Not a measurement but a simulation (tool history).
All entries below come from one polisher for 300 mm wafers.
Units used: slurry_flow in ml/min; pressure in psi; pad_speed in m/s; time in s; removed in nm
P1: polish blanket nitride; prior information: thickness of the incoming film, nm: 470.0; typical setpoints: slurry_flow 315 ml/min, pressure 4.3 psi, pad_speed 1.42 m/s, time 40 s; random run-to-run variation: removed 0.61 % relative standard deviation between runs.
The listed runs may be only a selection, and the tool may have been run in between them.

run,hour,slurry_flow,pressure,pad_speed,time,wafers polished on this pad,hours since the slurry nozzle was cleaned,hours since the head pressure was calibrated,removed
1,8.0,315,4.3,1.42,40,312,54.5,648.7,129.370
2,12.9,315,4.3,0.98,27,388,59.4,653.6,65.078
3,17.9,190,4.3,1.42,40,465,64.4,658.6,122.980
4,24.1,430,4.3,1.42,40,561,70.6,664.8,133.120
5,30.7,315,4.3,2.24,40,663,77.2,671.4,186.850
6,36.2,315,4.3,0.64,40,749,82.7,676.9,68.426
7,42.8,315,1.9,1.42,40,851,89.3,683.5,57.396
8,51.6,315,6.3,1.42,40,987,98.1,692.3,191.210
9,57.8,315,4.3,1.42,58,1083,104.3,698.5,187.630
10,67.0,315,4.3,1.42,18,1225,113.5,707.7,59.281
11,74.4,315,4.3,1.42,40,1340,120.9,715.1,130.080
12,83.8,210,2.1,1.42,40,1485,130.3,724.5,61.110
13,92.0,315,4.3,1.42,40,1612,138.5,732.7,130.770
14,98.7,190,4.3,1.42,28,1716,145.2,739.4,85.902
15,107.9,315,4.3,1.42,40,1858,154.4,748.6,130.000
16,117.0,315,4.3,1.42,40,1999,163.5,757.7,129.780
17,125.6,315,4.3,1.42,40,2132,172.1,766.3,126.520

For run 18, what comes out?
18,131.3,315,4.3,1.42,40,2220,177.8,772.0,?

removed: 125.030 nm
